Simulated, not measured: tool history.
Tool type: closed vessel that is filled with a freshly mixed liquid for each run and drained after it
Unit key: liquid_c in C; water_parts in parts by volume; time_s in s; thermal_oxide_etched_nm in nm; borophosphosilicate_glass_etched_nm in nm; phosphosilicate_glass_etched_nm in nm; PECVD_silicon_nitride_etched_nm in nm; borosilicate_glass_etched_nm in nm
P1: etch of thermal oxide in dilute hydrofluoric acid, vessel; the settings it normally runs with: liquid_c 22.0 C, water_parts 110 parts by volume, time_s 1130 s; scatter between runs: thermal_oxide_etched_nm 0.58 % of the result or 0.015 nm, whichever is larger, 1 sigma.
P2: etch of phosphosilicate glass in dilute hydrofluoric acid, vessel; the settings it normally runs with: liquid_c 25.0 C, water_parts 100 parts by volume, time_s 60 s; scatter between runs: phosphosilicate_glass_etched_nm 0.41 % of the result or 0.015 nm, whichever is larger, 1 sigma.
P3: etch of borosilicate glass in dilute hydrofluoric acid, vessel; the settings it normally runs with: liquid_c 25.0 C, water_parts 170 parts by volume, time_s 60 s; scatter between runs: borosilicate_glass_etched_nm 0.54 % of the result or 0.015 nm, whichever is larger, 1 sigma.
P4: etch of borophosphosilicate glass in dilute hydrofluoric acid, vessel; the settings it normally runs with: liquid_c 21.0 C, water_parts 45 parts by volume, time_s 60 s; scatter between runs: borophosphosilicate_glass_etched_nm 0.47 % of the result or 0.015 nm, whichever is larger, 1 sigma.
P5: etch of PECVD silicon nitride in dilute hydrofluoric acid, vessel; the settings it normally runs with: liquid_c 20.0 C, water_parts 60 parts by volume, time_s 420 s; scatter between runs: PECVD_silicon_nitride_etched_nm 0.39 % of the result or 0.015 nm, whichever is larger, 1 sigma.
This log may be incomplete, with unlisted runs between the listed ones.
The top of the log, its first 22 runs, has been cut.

run   hour  process  liquid_c  water_parts  time_s  thermal_oxide_etched_nm  borophosphosilicate_glass_etched_nm  phosphosilicate_glass_etched_nm  PECVD_silicon_nitride_etched_nm  borosilicate_glass_etched_nm
 23  154.5       P2      19.5          100      60                                                                                         79.953
 24  164.4       P2      25.0          100      60                                                                                         99.118
 25  172.0       P1      22.0          110    1130                  42.1190
 26  178.1       P5      26.0           60     420                                                                                                                         20.6960
 27  183.8       P2      25.0           40      60                                                                                        272.240
     187.4  -- thermometer replaced
 28  189.4       P1      17.0           50    1130                  80.7940
 29  198.2       P1      17.0          110    1130                  34.9370
 30  203.8       P5      20.0           60      30                                                                                                                          1.0003
 31  208.7       P4      21.0           25      60                                                        79.469
     209.1  -- hydrofluoric acid flow meter replaced
 32  217.6       P1      27.5          110     330                  15.2650
 33  225.8       P3      25.0          170      30                                                                                                                                                        4.8513
 34  233.0       P1      22.0          110    1130                  42.2530
 35  240.9       P1      22.0          110    1130                  43.5650
 36  245.2       P1      22.0          110    1130                  43.7810
 37  251.4       P1      22.0          110    1130                  43.8290
 38  258.6       P1      22.0          110    1130                  44.2550
 39  267.4       P1      22.0          110    1130                  44.5950

Estimate the outcome of run 40 from the log above:
 40  276.4       P1      22.0          110    1130                        ?

thermal_oxide_etched_nm: 45.1790 nm

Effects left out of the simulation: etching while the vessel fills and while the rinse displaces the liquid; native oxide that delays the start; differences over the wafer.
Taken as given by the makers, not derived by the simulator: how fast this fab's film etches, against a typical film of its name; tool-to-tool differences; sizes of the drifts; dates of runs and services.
